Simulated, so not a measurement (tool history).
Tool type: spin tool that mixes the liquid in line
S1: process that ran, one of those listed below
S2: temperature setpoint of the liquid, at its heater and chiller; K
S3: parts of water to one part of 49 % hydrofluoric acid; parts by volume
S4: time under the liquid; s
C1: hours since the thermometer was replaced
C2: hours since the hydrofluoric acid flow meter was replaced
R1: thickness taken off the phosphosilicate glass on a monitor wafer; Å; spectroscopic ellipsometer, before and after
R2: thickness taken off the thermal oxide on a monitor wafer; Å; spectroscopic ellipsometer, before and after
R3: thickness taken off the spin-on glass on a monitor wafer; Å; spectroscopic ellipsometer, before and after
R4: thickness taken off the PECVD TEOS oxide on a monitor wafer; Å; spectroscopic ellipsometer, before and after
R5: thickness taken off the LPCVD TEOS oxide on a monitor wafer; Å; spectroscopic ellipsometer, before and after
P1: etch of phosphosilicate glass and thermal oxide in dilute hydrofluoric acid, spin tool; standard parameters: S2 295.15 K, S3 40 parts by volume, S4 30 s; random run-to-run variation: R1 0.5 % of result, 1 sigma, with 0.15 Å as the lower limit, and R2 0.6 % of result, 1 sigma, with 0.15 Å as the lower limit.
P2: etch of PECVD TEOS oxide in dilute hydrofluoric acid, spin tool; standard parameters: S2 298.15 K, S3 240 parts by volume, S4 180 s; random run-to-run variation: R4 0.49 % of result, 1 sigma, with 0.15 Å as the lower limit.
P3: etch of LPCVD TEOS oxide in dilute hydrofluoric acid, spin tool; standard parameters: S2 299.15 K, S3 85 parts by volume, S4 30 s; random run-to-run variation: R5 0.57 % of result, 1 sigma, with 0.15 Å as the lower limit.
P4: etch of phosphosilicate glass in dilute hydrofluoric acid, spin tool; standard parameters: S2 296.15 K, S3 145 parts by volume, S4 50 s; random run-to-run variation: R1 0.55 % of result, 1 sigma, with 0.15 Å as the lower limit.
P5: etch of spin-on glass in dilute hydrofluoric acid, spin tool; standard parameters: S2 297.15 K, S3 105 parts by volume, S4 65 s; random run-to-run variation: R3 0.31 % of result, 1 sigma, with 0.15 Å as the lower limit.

{"run": 1, "hour": 12.8, "S1": "P1", "S2": 295.15, "S3": 40, "S4": 30, "C1": 1974.2, "C2": 914.4, "R1": 587.1, "R2": 35.484}
{"run": 2, "hour": 25.4, "S1": "P5", "S2": 297.15, "S3": 50, "S4": 65, "C1": 1986.8, "C2": 927.0, "R3": 702.9}
{"run": 3, "hour": 34.8, "S1": "P1", "S2": 295.15, "S3": 40, "S4": 30, "C1": 1996.2, "C2": 936.4, "R1": 590.65, "R2": 35.267}
{"run": 4, "hour": 45.9, "S1": "P1", "S2": 298.65, "S3": 40, "S4": 45, "C1": 2007.3, "C2": 947.5, "R1": 1014.9, "R2": 62.208}
{"run": 5, "hour": 51.8, "S1": "P1", "S2": 295.15, "S3": 40, "S4": 30, "C1": 2013.2, "C2": 953.4, "R1": 588.5, "R2": 34.895}
{"run": 6, "hour": 64.6, "S1": "P2", "S2": 298.15, "S3": 240, "S4": 180, "C1": 2026.0, "C2": 966.2, "R4": 68.691}
{"run": 7, "hour": 76.7, "S1": "P1", "S2": 295.15, "S3": 20, "S4": 30, "C1": 2038.1, "C2": 978.3, "R1": 1218.5, "R2": 72.938}
{"run": 8, "hour": 86.5, "S1": "P3", "S2": 299.15, "S3": 85, "S4": 30, "C1": 2047.9, "C2": 988.1, "R5": 100.02}
{"run": 9, "hour": 94.4, "S1": "P1", "S2": 295.15, "S3": 75, "S4": 30, "C1": 2055.8, "C2": 996.0, "R1": 300.57, "R2": 18.195}
{"run": 10, "hour": 104.2, "S1": "P2", "S2": 302.15, "S3": 240, "S4": 180, "C1": 2065.6, "C2": 1005.8, "R4": 78.854}
{"run": 11, "hour": 113.9, "S1": "P2", "S2": 298.15, "S3": 430, "S4": 180, "C1": 2075.3, "C2": 1015.5, "R4": 31.972}
{"run": 12, "hour": 120.5, "S1": "P4", "S2": 296.15, "S3": 145, "S4": 90, "C1": 2081.9, "C2": 1022.1, "R1": 702.5}
{"run": 13, "hour": 130.5, "S1": "P1", "S2": 295.15, "S3": 40, "S4": 30, "C1": 2091.9, "C2": 1032.1, "R1": 582.86, "R2": 35.796}
{"run": 14, "hour": 138.0, "S1": "P5", "S2": 297.15, "S3": 105, "S4": 65, "C1": 2099.4, "C2": 1039.6, "R3": 311.11}
{"run": 15, "hour": 148.6, "S1": "P5", "S2": 297.15, "S3": 105, "S4": 105, "C1": 2110.0, "C2": 1050.2, "R3": 503.5}
{"run": 16, "hour": 156.5, "S1": "P5", "S2": 291.15, "S3": 105, "S4": 65, "C1": 2117.9, "C2": 1058.1, "R3": 244.13}
{"run": 17, "hour": 166.4, "S1": "P2", "S2": 298.15, "S3": 240, "S4": 290, "C1": 2127.8, "C2": 1068.0, "R4": 111.09}
{"run": 18, "hour": 177.3, "S1": "P2", "S2": 298.15, "S3": 240, "S4": 180, "C1": 2138.7, "C2": 1078.9, "R4": 69.013}
{"run": 19, "hour": 188.4, "S1": "P4", "S2": 296.15, "S3": 80, "S4": 50, "C1": 2149.8, "C2": 1090.0, "R1": 772.13}
{"run": 20, "hour": 196.8, "S1": "P5", "S2": 297.15, "S3": 105, "S4": 65, "C1": 2158.2, "C2": 1098.4, "R3": 313.07}
{"run": 21, "hour": 210.1, "S1": "P1", "S2": 299.65, "S3": 40, "S4": 60, "C1": 2171.5, "C2": 1111.7, "R1": 1408.3, "R2": 86.087}
{"run": 22, "hour": 223.1, "S1": "P4", "S2": 290.15, "S3": 145, "S4": 50, "C1": 2184.5, "C2": 1124.7, "R1": 309.24}
{"run": 23, "hour": 231.1, "S1": "P1", "S2": 301.15, "S3": 40, "S4": 30, "C1": 2192.5, "C2": 1132.7, "R1": 751.13, "R2": 45.808}
{"run": 24, "hour": 242.1, "S1": "P3", "S2": 299.15, "S3": 85, "S4": 15, "C1": 2203.5, "C2": 1143.7, "R5": 50.13}
{"run": 25, "hour": 248.7, "S1": "P1", "S2": 295.15, "S3": 40, "S4": 30, "C1": 2210.1, "C2": 1150.3, "R1": 589.98, "R2": 35.641}
{"run": 26, "hour": 260.1, "S1": "P1", "S2": 290.15, "S3": 40, "S4": 30, "C1": 2221.5, "C2": 1161.7, "R1": 471.6, "R2": 28.15}
{"run": 27, "hour": 269.2, "S1": "P1", "S2": 295.15, "S3": 40, "S4": 30, "C1": 2230.6, "C2": 1170.8, "R1": 586.1, "R2": 35.476}
{"run": 28, "hour": 279.7, "S1": "P1", "S2": 295.15, "S3": 40, "S4": 55, "C1": 2241.1, "C2": 1181.3, "R1": 1081.8, "R2": 65.03}
{"run": 29, "hour": 287.4, "S1": "P4", "S2": 296.15, "S3": 145, "S4": 50, "C1": 2248.8, "C2": 1189.0, "R1": 397.16}
{"run": 30, "hour": 297.8, "S1": "P3", "S2": 299.15, "S3": 45, "S4": 30, "C1": 2259.2, "C2": 1199.4, "R5": 198.44}
{"run": 31, "hour": 307.7, "S1": "P3", "S2": 291.65, "S3": 85, "S4": 30, "C1": 2269.1, "C2": 1209.3, "R5": 74.515}
{"run": 32, "hour": 318.7, "S1": "P1", "S2": 295.15, "S3": 40, "S4": 15, "C1": 2280.1, "C2": 1220.3, "R1": 291.78, "R2": 17.914}
{"run": 33, "hour": 324.7, "S1": "P1", "S2": 295.15, "S3": 40, "S4": 30, "C1": 2286.1, "C2": 1226.3, "R1": 593.12, "R2": 35.216}
{"run": 34, "hour": 331.4, "S1": "P1", "S2": 295.15, "S3": 55, "S4": 60, "C1": 2292.8, "C2": 1233.0, "R1": 837.75, "R2": 49.966}
{"run": 35, "hour": 340.5, "S1": "P1", "S2": 295.15, "S3": 40, "S4": 30, "C1": 2301.9, "C2": 1242.1, "R1": 585.11, "R2": 35.651}
{"run": 36, "hour": 350.2, "S1": "P1", "S2": 295.15, "S3": 40, "S4": 30, "C1": 2311.6, "C2": 1251.8, "R1": 570.36, "R2": 34.653}
{"run": 37, "hour": 356.6, "S1": "P1", "S2": 295.15, "S3": 40, "S4": 30, "C1": 2318.0, "C2": 1258.2, "R1": 562.27, "R2": 33.993}
{"run": 38, "hour": 368.4, "S1": "P1", "S2": 295.15, "S3": 40, "S4": 30, "C1": 2329.8, "C2": 1270.0, "R1": 547.71, "R2": 33.608}
{"run": 39, "hour": 377.2, "S1": "P1", "S2": 295.15, "S3": 40, "S4": 30, "C1": 2338.6, "C2": 1278.8, "R1": 546.15, "R2": 32.472}
{"run": 40, "hour": 390.9, "S1": "P1", "S2": 295.15, "S3": 40, "S4": 30, "C1": 2352.3, "C2": 1292.5, "R1": 536.33, "R2": 32.562}
{"run": 41, "hour": 403.3, "S1": "P1", "S2": 295.15, "S3": 40, "S4": 30, "C1": 2364.7, "C2": 1304.9, "R1": 535.87, "R2": 32.246}
{"run": 42, "hour": 409.4, "S1": "P1", "S2": 295.15, "S3": 40, "S4": 30, "C1": 2370.8, "C2": 1311.0, "R1": 537.24, "R2": 32.131}
{"run": 43, "hour": 423.1, "S1": "P1", "S2": 295.15, "S3": 40, "S4": 30, "C1": 2384.5, "C2": 1324.7, "R1": 533.59, "R2": 32.124}
{"run": 44, "hour": 433.0, "S1": "P1", "S2": 295.15, "S3": 40, "S4": 30, "C1": 2394.4, "C2": 1334.6, "R1": 535.55, "R2": 32.363}

P1 has crept away from where it was. The log is fitted equally well by each of these 2 causes, at the sizes shown:
A: hydrofluoric acid flow below the setpoint (%) = 8.75
B: liquid colder than its thermometer reads (K) = 2.28
Onset of the creep was near hour 340.5.

Consider the 4 single-wafer check runs listed below, results given as question marks: which one distinguishes between the causes by giving clearly different results for each?
{"run": "check 1", "hour": 442.9, "S1": "P4", "S2": 296.15, "S3": 80, "S4": 85, "R1": "?"}
{"run": "check 2", "hour": 442.9, "S1": "P2", "S2": 298.15, "S3": 350, "S4": 180, "R4": "?"}
{"run": "check 3", "hour": 442.9, "S1": "P5", "S2": 297.15, "S3": 60, "S4": 65, "R3": "?"}
{"run": "check 4", "hour": 442.9, "S1": "P3", "S2": 299.15, "S3": 55, "S4": 30, "R5": "?"}

If the cause were each of the candidates in turn, the checks would give the following:
check=check_1 result=R1 if_A=1184.70 if_B=1193.80
check=check_2 result=R4 if_A=37.586 if_B=39.353
check=check_3 result=R3 if_A=521.96 if_B=524.60
check=check_4 result=R5 if_A=145.450 if_B=146.320
Per-check spread between the two closest causes, in the result where they differ most: check 1 0.76 %; check 2 4.59 %; check 3 0.5 %; check 4 0.59 %
Of the check runs offered, only check 2 discriminates between the causes; the rest would read about the same regardless of which cause applies.

After running check 2, the following was obtained: R4 39.616 Å. Which cause does this point to?

B is the cause: liquid colder than its thermometer reads (K).
